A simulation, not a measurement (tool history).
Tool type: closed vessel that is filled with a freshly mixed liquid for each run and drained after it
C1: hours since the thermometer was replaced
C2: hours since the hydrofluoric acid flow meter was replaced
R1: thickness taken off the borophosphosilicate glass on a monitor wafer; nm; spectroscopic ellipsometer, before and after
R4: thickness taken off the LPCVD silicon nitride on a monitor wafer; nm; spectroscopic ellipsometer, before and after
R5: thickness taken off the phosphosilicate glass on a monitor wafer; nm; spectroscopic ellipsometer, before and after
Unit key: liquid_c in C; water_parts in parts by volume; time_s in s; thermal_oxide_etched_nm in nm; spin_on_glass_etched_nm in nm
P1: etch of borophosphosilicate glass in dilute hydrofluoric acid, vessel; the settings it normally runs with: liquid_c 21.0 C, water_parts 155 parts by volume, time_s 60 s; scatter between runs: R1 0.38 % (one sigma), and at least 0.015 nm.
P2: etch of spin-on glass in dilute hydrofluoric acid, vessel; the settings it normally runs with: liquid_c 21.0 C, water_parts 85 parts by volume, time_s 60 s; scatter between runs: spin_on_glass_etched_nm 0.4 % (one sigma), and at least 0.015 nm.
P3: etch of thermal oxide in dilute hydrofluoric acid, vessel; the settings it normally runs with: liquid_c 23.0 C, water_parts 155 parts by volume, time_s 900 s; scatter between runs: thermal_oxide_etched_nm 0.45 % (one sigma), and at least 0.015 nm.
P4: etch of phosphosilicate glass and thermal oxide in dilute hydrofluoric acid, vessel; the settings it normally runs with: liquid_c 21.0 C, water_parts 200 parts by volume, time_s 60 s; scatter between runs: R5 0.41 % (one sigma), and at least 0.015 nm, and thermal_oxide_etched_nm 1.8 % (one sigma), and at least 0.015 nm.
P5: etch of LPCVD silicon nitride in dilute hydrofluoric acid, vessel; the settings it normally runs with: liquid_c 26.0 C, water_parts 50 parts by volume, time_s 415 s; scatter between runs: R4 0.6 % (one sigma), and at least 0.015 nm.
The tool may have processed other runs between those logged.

run 1 hour=6.9 | process=P1 liquid_c=21.0 water_parts=155 time_s=60 | C1=731.3 C2=955.0 | R1=20.335
run 2 hour=13.5 | process=P3 liquid_c=23.0 water_parts=75 time_s=900 | C1=737.9 C2=961.6 | thermal_oxide_etched_nm=56.40900
run 3 hour=22.7 | process=P2 liquid_c=21.0 water_parts=130 time_s=60 | C1=747.1 C2=970.8 | spin_on_glass_etched_nm=14.465
run 4 hour=35.5 | process=P3 liquid_c=29.0 water_parts=155 time_s=900 | C1=759.9 C2=983.6 | thermal_oxide_etched_nm=31.10200
run 5 hour=42.3 | process=P1 liquid_c=21.0 water_parts=155 time_s=30 | C1=766.7 C2=990.4 | R1=10.164
run 6 hour=55.1 | process=P2 liquid_c=29.5 water_parts=85 time_s=60 | C1=779.5 C2=1003.2 | spin_on_glass_etched_nm=32.678
run 7 hour=69.0 | process=P5 liquid_c=31.0 water_parts=50 time_s=415 | C1=793.4 C2=1017.1 | R4=6.2641
run 8 hour=79.3 | process=P5 liquid_c=26.0 water_parts=50 time_s=210 | C1=803.7 C2=1027.4 | R4=2.3052
run 9 hour=93.1 | process=P3 liquid_c=23.0 water_parts=155 time_s=1450 | C1=817.5 C2=1041.2 | thermal_oxide_etched_nm=39.65900
-- hour=95.9 thermometer replaced
run 10 hour=104.3 | process=P5 liquid_c=26.0 water_parts=50 time_s=415 | C1=8.4 C2=1052.4 | R4=4.4922
run 11 hour=114.6 | process=P1 liquid_c=21.0 water_parts=240 time_s=60 | C1=18.7 C2=1062.7 | R1=12.064
run 12 hour=125.8 | process=P4 liquid_c=21.0 water_parts=200 time_s=60 | C1=29.9 C2=1073.9 | thermal_oxide_etched_nm=1.12010 R5=38.190
run 13 hour=135.0 | process=P2 liquid_c=21.0 water_parts=85 time_s=60 | C1=39.1 C2=1083.1 | spin_on_glass_etched_nm=23.265
run 14 hour=148.7 | process=P1 liquid_c=17.0 water_parts=155 time_s=60 | C1=52.8 C2=1096.8 | R1=17.282
run 15 hour=161.3 | process=P4 liquid_c=17.0 water_parts=200 time_s=60 | C1=65.4 C2=1109.4 | thermal_oxide_etched_nm=0.94602 R5=32.569
run 16 hour=173.1 | process=P1 liquid_c=21.0 water_parts=35 time_s=60 | C1=77.2 C2=1121.2 | R1=103.650
run 17 hour=184.3 | process=P1 liquid_c=21.0 water_parts=30 time_s=85 | C1=88.4 C2=1132.4 | R1=172.200
run 18 hour=192.0 | process=P5 liquid_c=26.0 water_parts=50 time_s=415 | C1=96.1 C2=1140.1 | R4=4.6026
run 19 hour=200.8 | process=P1 liquid_c=21.0 water_parts=155 time_s=60 | C1=104.9 C2=1148.9 | R1=20.341
run 20 hour=211.4 | process=P4 liquid_c=21.0 water_parts=295 time_s=60 | C1=115.5 C2=1159.5 | thermal_oxide_etched_nm=0.72697 R5=23.599
run 21 hour=218.7 | process=P2 liquid_c=21.0 water_parts=85 time_s=60 | C1=122.8 C2=1166.8 | spin_on_glass_etched_nm=23.250
run 22 hour=226.4 | process=P1 liquid_c=21.0 water_parts=155 time_s=110 | C1=130.5 C2=1174.5 | R1=37.383
run 23 hour=238.5 | process=P2 liquid_c=21.0 water_parts=85 time_s=30 | C1=142.6 C2=1186.6 | spin_on_glass_etched_nm=11.689
run 24 hour=250.3 | process=P1 liquid_c=21.0 water_parts=155 time_s=60 | C1=154.4 C2=1198.4 | R1=20.342
run 25 hour=263.8 | process=P1 liquid_c=28.5 water_parts=250 time_s=60 | C1=167.9 C2=1211.9 | R1=15.055
run 26 hour=274.8 | process=P4 liquid_c=21.0 water_parts=200 time_s=60 | C1=178.9 C2=1222.9 | thermal_oxide_etched_nm=1.11940 R5=38.186
run 27 hour=281.8 | process=P1 liquid_c=25.0 water_parts=155 time_s=60 | C1=185.9 C2=1229.9 | R1=23.752
run 28 hour=288.2 | process=P3 liquid_c=23.0 water_parts=155 time_s=900 | C1=192.3 C2=1236.3 | thermal_oxide_etched_nm=24.72900
run 29 hour=299.0 | process=P3 liquid_c=23.0 water_parts=155 time_s=900 | C1=203.1 C2=1247.1 | thermal_oxide_etched_nm=24.86100
run 30 hour=309.9 | process=P1 liquid_c=21.0 water_parts=155 time_s=60 | C1=214.0 C2=1258.0 | R1=20.321
run 31 hour=319.3 | process=P4 liquid_c=21.0 water_parts=200 time_s=105 | C1=223.4 C2=1267.4 | thermal_oxide_etched_nm=1.98490 R5=67.348
run 32 hour=328.0 | process=P5 liquid_c=26.0 water_parts=25 time_s=415 | C1=232.1 C2=1276.1 | R4=8.8669
run 33 hour=334.8 | process=P1 liquid_c=21.0 water_parts=155 time_s=60 | C1=238.9 C2=1282.9 | R1=20.268
run 34 hour=348.2 | process=P1 liquid_c=21.0 water_parts=155 time_s=60 | C1=252.3 C2=1296.3 | R1=20.714
run 35 hour=362.2 | process=P1 liquid_c=21.0 water_parts=155 time_s=60 | C1=266.3 C2=1310.3 | R1=20.956
run 36 hour=369.8 | process=P1 liquid_c=21.0 water_parts=155 time_s=60 | C1=273.9 C2=1317.9 | R1=21.258
run 37 hour=381.7 | process=P1 liquid_c=21.0 water_parts=155 time_s=60 | C1=285.8 C2=1329.8 | R1=21.349
run 38 hour=393.3 | process=P1 liquid_c=21.0 water_parts=155 time_s=60 | C1=297.4 C2=1341.4 | R1=21.316
run 39 hour=401.9 | process=P1 liquid_c=21.0 water_parts=155 time_s=60 | C1=306.0 C2=1350.0 | R1=21.433
run 40 hour=413.2 | process=P1 liquid_c=21.0 water_parts=155 time_s=60 | C1=317.3 C2=1361.3 | R1=21.546
run 41 hour=425.1 | process=P1 liquid_c=21.0 water_parts=155 time_s=60 | C1=329.2 C2=1373.2 | R1=21.425
run 42 hour=434.4 | process=P1 liquid_c=21.0 water_parts=155 time_s=60 | C1=338.5 C2=1382.5 | R1=21.501

The log shows P1 creeping away from where it was. Any of the 2 causes listed here, at the size stated for it, fits the log just as well as the others:
A: liquid hotter than its thermometer reads (K) = 1.43
B: hydrofluoric acid flow above the setpoint (%) = 4.9
The drift started at roughly hour 334.8.

Which of the check runs below tells the causes apart, meaning the causes would give it clearly different results? Each run uses 2 wafers whose results are averaged, and each result is shown as a question mark.
run check 1 hour=443.7 | process=P4 liquid_c=17.0 water_parts=200 time_s=105 | thermal_oxide_etched_nm=? R5=?
run check 2 hour=443.7 | process=P3 liquid_c=28.0 water_parts=155 time_s=900 | thermal_oxide_etched_nm=?
run check 3 hour=443.7 | process=P2 liquid_c=29.0 water_parts=85 time_s=35 | spin_on_glass_etched_nm=?
run check 4 hour=443.7 | process=P5 liquid_c=30.0 water_parts=50 time_s=415 | R4=?

Predicted outcomes, by check and by cause:
check=check_1 result=thermal_oxide_etched_nm if_A=1.77460 if_B=1.77430
check=check_1 result=R5 if_A=60.488 if_B=60.477
check=check_2 result=thermal_oxide_etched_nm if_A=31.52700 if_B=31.68500
check=check_3 result=spin_on_glass_etched_nm if_A=19.738 if_B=19.718
check=check_4 result=R4 if_A=6.4436 if_B=6.1641
Per check, the gap between the least separated pair of causes, taken in the result that splits them most: check 1 0.02 %; check 2 0.5 %; check 3 0.1 %; check 4 4.44 %
Check 4 is the one run that separates the causes; every other check would come out nearly the same whichever cause is at work.

Running check 4 produced the following: R4 6.4516 nm. Which one of the listed causes fits?

It was cause A: liquid hotter than its thermometer reads (K).
